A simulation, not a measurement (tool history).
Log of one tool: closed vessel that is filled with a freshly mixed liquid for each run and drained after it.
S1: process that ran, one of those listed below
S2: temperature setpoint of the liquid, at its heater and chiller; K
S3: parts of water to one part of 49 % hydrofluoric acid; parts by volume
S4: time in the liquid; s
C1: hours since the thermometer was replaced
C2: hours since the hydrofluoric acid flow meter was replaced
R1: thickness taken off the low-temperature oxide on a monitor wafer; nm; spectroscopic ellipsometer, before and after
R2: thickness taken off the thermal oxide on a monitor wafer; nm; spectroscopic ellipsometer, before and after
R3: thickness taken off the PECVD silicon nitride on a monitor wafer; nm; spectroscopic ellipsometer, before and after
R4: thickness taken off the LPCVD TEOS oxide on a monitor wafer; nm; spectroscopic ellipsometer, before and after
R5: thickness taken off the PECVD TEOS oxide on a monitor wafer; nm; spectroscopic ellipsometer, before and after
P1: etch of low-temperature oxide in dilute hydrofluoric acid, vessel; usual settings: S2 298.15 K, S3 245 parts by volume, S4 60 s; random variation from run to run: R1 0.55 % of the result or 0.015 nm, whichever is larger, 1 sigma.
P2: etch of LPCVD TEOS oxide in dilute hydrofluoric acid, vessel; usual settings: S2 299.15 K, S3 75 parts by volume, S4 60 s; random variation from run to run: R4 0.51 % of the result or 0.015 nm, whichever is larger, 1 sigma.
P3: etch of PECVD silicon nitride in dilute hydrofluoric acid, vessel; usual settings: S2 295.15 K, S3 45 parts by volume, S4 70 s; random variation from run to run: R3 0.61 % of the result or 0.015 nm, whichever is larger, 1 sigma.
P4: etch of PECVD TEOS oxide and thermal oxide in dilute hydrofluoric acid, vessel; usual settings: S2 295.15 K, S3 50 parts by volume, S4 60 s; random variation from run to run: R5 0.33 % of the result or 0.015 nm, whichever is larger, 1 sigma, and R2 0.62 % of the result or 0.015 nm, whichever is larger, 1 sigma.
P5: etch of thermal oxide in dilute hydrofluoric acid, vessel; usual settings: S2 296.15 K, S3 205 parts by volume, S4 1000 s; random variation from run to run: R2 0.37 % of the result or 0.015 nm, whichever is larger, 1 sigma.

{"run": 1, "hour": 5.5, "S1": "P1", "S2": 298.15, "S3": 245, "S4": 60, "C1": 1376.7, "C2": 579.2, "R1": 5.8172}
{"run": 2, "hour": 13.4, "S1": "P1", "S2": 292.15, "S3": 245, "S4": 60, "C1": 1384.6, "C2": 587.1, "R1": 4.7372}
{"run": 3, "hour": 21.6, "S1": "P5", "S2": 296.15, "S3": 325, "S4": 1000, "C1": 1392.8, "C2": 595.3, "R2": 10.951}
{"run": 4, "hour": 28.9, "S1": "P5", "S2": 296.15, "S3": 205, "S4": 1000, "C1": 1400.1, "C2": 602.6, "R2": 19.522}
{"run": 5, "hour": 35.7, "S1": "P3", "S2": 295.15, "S3": 45, "S4": 70, "C1": 1406.9, "C2": 609.4, "R3": 4.4411}
{"hour": 38.5, "done": "hydrofluoric acid flow meter replaced"}
{"run": 6, "hour": 41.6, "S1": "P2", "S2": 299.15, "S3": 75, "S4": 30, "C1": 1412.8, "C2": 3.2, "R4": 22.932}
{"run": 7, "hour": 46.1, "S1": "P4", "S2": 295.15, "S3": 50, "S4": 30, "C1": 1417.3, "C2": 7.7, "R2": 2.7452, "R5": 5.0504}
{"run": 8, "hour": 54.7, "S1": "P5", "S2": 304.15, "S3": 205, "S4": 1000, "C1": 1425.9, "C2": 16.3, "R2": 26.07}
{"run": 9, "hour": 63.7, "S1": "P2", "S2": 299.15, "S3": 115, "S4": 60, "C1": 1434.9, "C2": 25.3, "R4": 28.179}
{"run": 10, "hour": 68.3, "S1": "P1", "S2": 298.15, "S3": 75, "S4": 60, "C1": 1439.5, "C2": 29.9, "R1": 23.389}
{"run": 11, "hour": 76.6, "S1": "P3", "S2": 295.15, "S3": 45, "S4": 130, "C1": 1447.8, "C2": 38.2, "R3": 8.2782}
{"run": 12, "hour": 81.5, "S1": "P4", "S2": 295.15, "S3": 50, "S4": 60, "C1": 1452.7, "C2": 43.1, "R2": 5.4839, "R5": 10.058}
{"run": 13, "hour": 88.1, "S1": "P4", "S2": 295.15, "S3": 90, "S4": 60, "C1": 1459.3, "C2": 49.7, "R2": 2.9764, "R5": 5.3187}
{"run": 14, "hour": 92.7, "S1": "P1", "S2": 298.15, "S3": 245, "S4": 60, "C1": 1463.9, "C2": 54.3, "R1": 5.8519}
{"run": 15, "hour": 100.6, "S1": "P1", "S2": 298.15, "S3": 245, "S4": 110, "C1": 1471.8, "C2": 62.2, "R1": 10.75}
{"run": 16, "hour": 104.8, "S1": "P3", "S2": 290.15, "S3": 45, "S4": 70, "C1": 1476.0, "C2": 66.4, "R3": 3.1125}
{"run": 17, "hour": 112.2, "S1": "P2", "S2": 299.15, "S3": 75, "S4": 60, "C1": 1483.4, "C2": 73.8, "R4": 46.097}
{"run": 18, "hour": 120.6, "S1": "P4", "S2": 290.65, "S3": 50, "S4": 60, "C1": 1491.8, "C2": 82.2, "R2": 4.5242, "R5": 8.3528}
{"run": 19, "hour": 127.1, "S1": "P2", "S2": 307.15, "S3": 75, "S4": 60, "C1": 1498.3, "C2": 88.7, "R4": 62.423}
{"run": 20, "hour": 135.3, "S1": "P5", "S2": 296.15, "S3": 205, "S4": 1000, "C1": 1506.5, "C2": 96.9, "R2": 19.676}
{"run": 21, "hour": 144.1, "S1": "P5", "S2": 296.15, "S3": 205, "S4": 1585, "C1": 1515.3, "C2": 105.7, "R2": 31.113}
{"run": 22, "hour": 151.3, "S1": "P1", "S2": 298.15, "S3": 245, "S4": 30, "C1": 1522.5, "C2": 112.9, "R1": 2.9106}
{"run": 23, "hour": 156.9, "S1": "P1", "S2": 298.15, "S3": 430, "S4": 60, "C1": 1528.1, "C2": 118.5, "R1": 2.8128}
{"run": 24, "hour": 165.5, "S1": "P1", "S2": 306.15, "S3": 245, "S4": 60, "C1": 1536.7, "C2": 127.1, "R1": 7.6484}
{"run": 25, "hour": 169.9, "S1": "P1", "S2": 298.15, "S3": 245, "S4": 60, "C1": 1541.1, "C2": 131.5, "R1": 5.8289}
{"run": 26, "hour": 176.9, "S1": "P1", "S2": 298.15, "S3": 245, "S4": 60, "C1": 1548.1, "C2": 138.5, "R1": 5.8672}
{"run": 27, "hour": 183.6, "S1": "P1", "S2": 292.15, "S3": 105, "S4": 60, "C1": 1554.8, "C2": 145.2, "R1": 12.537}
{"run": 28, "hour": 192.2, "S1": "P1", "S2": 298.15, "S3": 245, "S4": 60, "C1": 1563.4, "C2": 153.8, "R1": 5.8525}
{"run": 29, "hour": 198.1, "S1": "P3", "S2": 295.15, "S3": 20, "S4": 70, "C1": 1569.3, "C2": 159.7, "R3": 9.6525}
{"run": 30, "hour": 206.9, "S1": "P1", "S2": 298.15, "S3": 245, "S4": 60, "C1": 1578.1, "C2": 168.5, "R1": 5.8917}
{"run": 31, "hour": 211.1, "S1": "P1", "S2": 298.15, "S3": 245, "S4": 60, "C1": 1582.3, "C2": 172.7, "R1": 5.7456}
{"run": 32, "hour": 215.5, "S1": "P1", "S2": 298.15, "S3": 245, "S4": 60, "C1": 1586.7, "C2": 177.1, "R1": 5.6317}
{"run": 33, "hour": 221.3, "S1": "P1", "S2": 298.15, "S3": 245, "S4": 60, "C1": 1592.5, "C2": 182.9, "R1": 5.6033}
{"run": 34, "hour": 229.2, "S1": "P1", "S2": 298.15, "S3": 245, "S4": 60, "C1": 1600.4, "C2": 190.8, "R1": 5.5601}
{"run": 35, "hour": 237.7, "S1": "P1", "S2": 298.15, "S3": 245, "S4": 60, "C1": 1608.9, "C2": 199.3, "R1": 5.5576}
{"run": 36, "hour": 242.2, "S1": "P1", "S2": 298.15, "S3": 245, "S4": 60, "C1": 1613.4, "C2": 203.8, "R1": 5.4942}

What P1 gives has crept away from where it was. These 2 causes fit the log equally well, each at the size given:
A: liquid colder than its thermometer reads (K) = 1.71
B: hydrofluoric acid flow below the setpoint (%) = 4.72
The creep began at about hour 206.9.

4 check runs are offered, one wafer each, their results left as question marks. Which one tells the causes apart?
{"run": "check 1", "hour": 246.7, "S1": "P3", "S2": 295.15, "S3": 30, "S4": 110, "R3": "?"}
{"run": "check 2", "hour": 246.7, "S1": "P2", "S2": 299.15, "S3": 115, "S4": 30, "R4": "?"}
{"run": "check 3", "hour": 246.7, "S1": "P5", "S2": 300.15, "S3": 310, "S4": 1000, "R2": "?"}
{"run": "check 4", "hour": 246.7, "S1": "P4", "S2": 295.15, "S3": 90, "S4": 30, "R2": "?", "R5": "?"}

What each check would give under each cause:
check=check_1 result=R3 if_A=9.1819 if_B=9.8685
check=check_2 result=R4 if_A=13.256 if_B=13.400
check=check_3 result=R2 if_A=12.6500 if_B=12.5670
check=check_4 result=R2 if_A=1.3566 if_B=1.3790
check=check_4 result=R5 if_A=2.4797 if_B=2.5206
How far apart the two closest causes lie, in the result that separates them most: check 1 7.21 %; check 2 1.08 %; check 3 0.65 %; check 4 1.63 %
Only check 1 tells the causes apart: in the others they would give nearly the same result.

Check 1 was then run and gave: R3 9.2274 nm. Which cause is it?

It is A: liquid colder than its thermometer reads (K).
